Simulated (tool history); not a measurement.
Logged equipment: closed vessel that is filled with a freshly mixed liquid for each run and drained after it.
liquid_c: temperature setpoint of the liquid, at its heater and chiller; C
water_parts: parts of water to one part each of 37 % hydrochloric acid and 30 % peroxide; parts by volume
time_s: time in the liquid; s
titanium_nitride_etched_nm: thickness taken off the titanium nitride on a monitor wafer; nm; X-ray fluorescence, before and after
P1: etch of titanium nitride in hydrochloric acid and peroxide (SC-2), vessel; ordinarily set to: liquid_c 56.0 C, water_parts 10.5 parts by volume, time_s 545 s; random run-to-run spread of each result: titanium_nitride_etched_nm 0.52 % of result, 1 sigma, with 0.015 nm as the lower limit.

run	day	liquid_c	water_parts	time_s	titanium_nitride_etched_nm
1	0.292	56.0	10.5	545	26.4200
2	0.721	56.0	10.5	545	26.3990
3	1.067	56.0	10.5	545	26.7630
4	1.358	56.0	4.0	1020	104.1100
# day 1.667: new drum of peroxide connected
5	1.783	68.0	10.5	215	22.1830
6	2.100	56.0	14.5	995	36.5180
7	2.404	56.0	10.5	545	26.7590
8	2.812	64.0	10.5	545	44.2100
9	3.188	56.0	4.0	545	55.2240
10	3.612	56.0	10.5	880	42.7780
11	3.812	56.0	17.0	545	17.4380
12	4.196	40.5	10.5	545	9.3312
13	4.567	56.0	10.5	130	6.3103

Run 14 has not been measured yet. What should we expect?
14	4.896	56.0	10.5	545	?

titanium_nitride_etched_nm: 26.6870 nm

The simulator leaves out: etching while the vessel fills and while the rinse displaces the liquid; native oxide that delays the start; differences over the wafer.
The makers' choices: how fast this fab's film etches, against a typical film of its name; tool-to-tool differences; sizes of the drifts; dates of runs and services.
